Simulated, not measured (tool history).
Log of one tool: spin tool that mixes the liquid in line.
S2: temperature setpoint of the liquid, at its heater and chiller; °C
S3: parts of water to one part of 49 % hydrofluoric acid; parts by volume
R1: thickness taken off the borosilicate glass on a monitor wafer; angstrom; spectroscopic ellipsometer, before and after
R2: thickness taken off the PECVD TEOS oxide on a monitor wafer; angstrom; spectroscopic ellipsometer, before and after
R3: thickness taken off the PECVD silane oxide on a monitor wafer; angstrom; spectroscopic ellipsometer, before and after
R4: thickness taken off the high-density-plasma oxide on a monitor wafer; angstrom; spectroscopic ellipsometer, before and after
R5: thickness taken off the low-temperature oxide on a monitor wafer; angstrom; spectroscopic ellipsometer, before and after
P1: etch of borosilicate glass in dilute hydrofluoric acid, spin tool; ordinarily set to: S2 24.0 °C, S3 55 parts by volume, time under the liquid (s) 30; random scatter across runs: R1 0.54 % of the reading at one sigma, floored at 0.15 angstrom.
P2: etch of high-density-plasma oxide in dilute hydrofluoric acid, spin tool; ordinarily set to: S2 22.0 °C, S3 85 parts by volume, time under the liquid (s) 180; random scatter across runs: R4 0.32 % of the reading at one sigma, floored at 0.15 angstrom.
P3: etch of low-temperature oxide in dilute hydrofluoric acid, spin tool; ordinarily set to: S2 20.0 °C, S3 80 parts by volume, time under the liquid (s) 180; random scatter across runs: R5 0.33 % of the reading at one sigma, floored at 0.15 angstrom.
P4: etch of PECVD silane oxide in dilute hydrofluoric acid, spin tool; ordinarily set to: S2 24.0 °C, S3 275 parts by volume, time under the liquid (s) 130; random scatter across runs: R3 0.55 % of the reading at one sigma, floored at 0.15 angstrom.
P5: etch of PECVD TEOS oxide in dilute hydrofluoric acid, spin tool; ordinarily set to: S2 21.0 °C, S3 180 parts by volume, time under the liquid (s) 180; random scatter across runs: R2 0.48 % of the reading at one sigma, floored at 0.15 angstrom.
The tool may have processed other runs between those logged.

Run 1, day 0.588: process that ran P1, S2 24.0 °C, S3 55 parts by volume, time under the liquid (s) 30. Result: R1 333.40 angstrom.
Run 2, day 0.988: process that ran P1, S2 24.0 °C, S3 85 parts by volume, time under the liquid (s) 15. Result: R1 103.97 angstrom.
Run 3, day 1.383: process that ran P1, S2 24.0 °C, S3 55 parts by volume, time under the liquid (s) 30. Result: R1 334.25 angstrom.
Run 4, day 2.088: process that ran P1, S2 17.0 °C, S3 55 parts by volume, time under the liquid (s) 30. Result: R1 247.56 angstrom.
Run 5, day 2.600: process that ran P5, S2 21.0 °C, S3 180 parts by volume, time under the liquid (s) 180. Result: R2 142.730 angstrom.
Run 6, day 3.167: process that ran P4, S2 24.0 °C, S3 275 parts by volume, time under the liquid (s) 15. Result: R3 15.808 angstrom.
Run 7, day 3.604: process that ran P2, S2 22.0 °C, S3 85 parts by volume, time under the liquid (s) 95. Result: R4 59.179 angstrom.
Run 8, day 4.292: process that ran P4, S2 24.0 °C, S3 425 parts by volume, time under the liquid (s) 130. Result: R3 75.866 angstrom.
Run 9, day 4.946: process that ran P4, S2 31.0 °C, S3 275 parts by volume, time under the liquid (s) 130. Result: R3 172.210 angstrom.
Run 10, day 5.617: process that ran P3, S2 20.0 °C, S3 80 parts by volume, time under the liquid (s) 180. Result: R5 254.32 angstrom.
Run 11, day 6.192: process that ran P5, S2 21.0 °C, S3 85 parts by volume, time under the liquid (s) 180. Result: R2 335.800 angstrom.
Run 12, day 6.558: process that ran P2, S2 17.0 °C, S3 85 parts by volume, time under the liquid (s) 180. Result: R4 90.662 angstrom.
Run 13, day 6.979: process that ran P3, S2 20.0 °C, S3 135 parts by volume, time under the liquid (s) 180. Result: R5 140.90 angstrom.
Run 14, day 7.667: process that ran P1, S2 24.0 °C, S3 55 parts by volume, time under the liquid (s) 15. Result: R1 166.64 angstrom.
Run 15, day 8.354: process that ran P2, S2 22.0 °C, S3 85 parts by volume, time under the liquid (s) 180. Result: R4 111.330 angstrom.
Run 16, day 8.742: process that ran P2, S2 22.0 °C, S3 85 parts by volume, time under the liquid (s) 180. Result: R4 111.280 angstrom.
Run 17, day 9.196: process that ran P2, S2 22.0 °C, S3 30 parts by volume, time under the liquid (s) 180. Result: R4 340.610 angstrom.
Run 18, day 9.704: process that ran P1, S2 24.0 °C, S3 20 parts by volume, time under the liquid (s) 30. Result: R1 966.61 angstrom.
Run 19, day 10.121: process that ran P1, S2 24.0 °C, S3 55 parts by volume, time under the liquid (s) 30. Result: R1 334.69 angstrom.
Run 20, day 10.496: process that ran P3, S2 27.0 °C, S3 80 parts by volume, time under the liquid (s) 180. Result: R5 335.75 angstrom.
Run 21, day 11.146: process that ran P1, S2 24.0 °C, S3 55 parts by volume, time under the liquid (s) 30. Result: R1 330.61 angstrom.
Run 22, day 11.729: process that ran P4, S2 24.0 °C, S3 275 parts by volume, time under the liquid (s) 130. Result: R3 135.890 angstrom.
Run 23, day 12.496: process that ran P1, S2 24.0 °C, S3 55 parts by volume, time under the liquid (s) 30. Result: R1 334.45 angstrom.
Run 24, day 13.121: process that ran P5, S2 17.5 °C, S3 180 parts by volume, time under the liquid (s) 180. Result: R2 125.250 angstrom.
Run 25, day 13.717: process that ran P5, S2 21.0 °C, S3 180 parts by volume, time under the liquid (s) 15. Result: R2 12.005 angstrom.
Run 26, day 14.246: process that ran P3, S2 20.0 °C, S3 80 parts by volume, time under the liquid (s) 265. Result: R5 373.50 angstrom.
Run 27, day 14.775: process that ran P1, S2 24.0 °C, S3 55 parts by volume, time under the liquid (s) 50. Result: R1 558.38 angstrom.
Run 28, day 15.542: process that ran P5, S2 21.0 °C, S3 180 parts by volume, time under the liquid (s) 180. Result: R2 142.880 angstrom.
Run 29, day 16.129: process that ran P1, S2 17.0 °C, S3 85 parts by volume, time under the liquid (s) 30. Result: R1 157.01 angstrom.
Run 30, day 16.746: process that ran P1, S2 28.0 °C, S3 55 parts by volume, time under the liquid (s) 30. Result: R1 390.51 angstrom.
Run 31, day 17.379: process that ran P1, S2 24.0 °C, S3 90 parts by volume, time under the liquid (s) 30. Result: R1 193.79 angstrom.
Run 32, day 17.950: process that ran P1, S2 24.0 °C, S3 55 parts by volume, time under the liquid (s) 30. Result: R1 333.06 angstrom.

Run 33 has not been measured yet. What should we expect?
Run 33, day 18.633: process that ran P1, S2 24.0 °C, S3 55 parts by volume, time under the liquid (s) 30. Result: R1 ?.

Run 33 produced R1 320.37 angstrom.

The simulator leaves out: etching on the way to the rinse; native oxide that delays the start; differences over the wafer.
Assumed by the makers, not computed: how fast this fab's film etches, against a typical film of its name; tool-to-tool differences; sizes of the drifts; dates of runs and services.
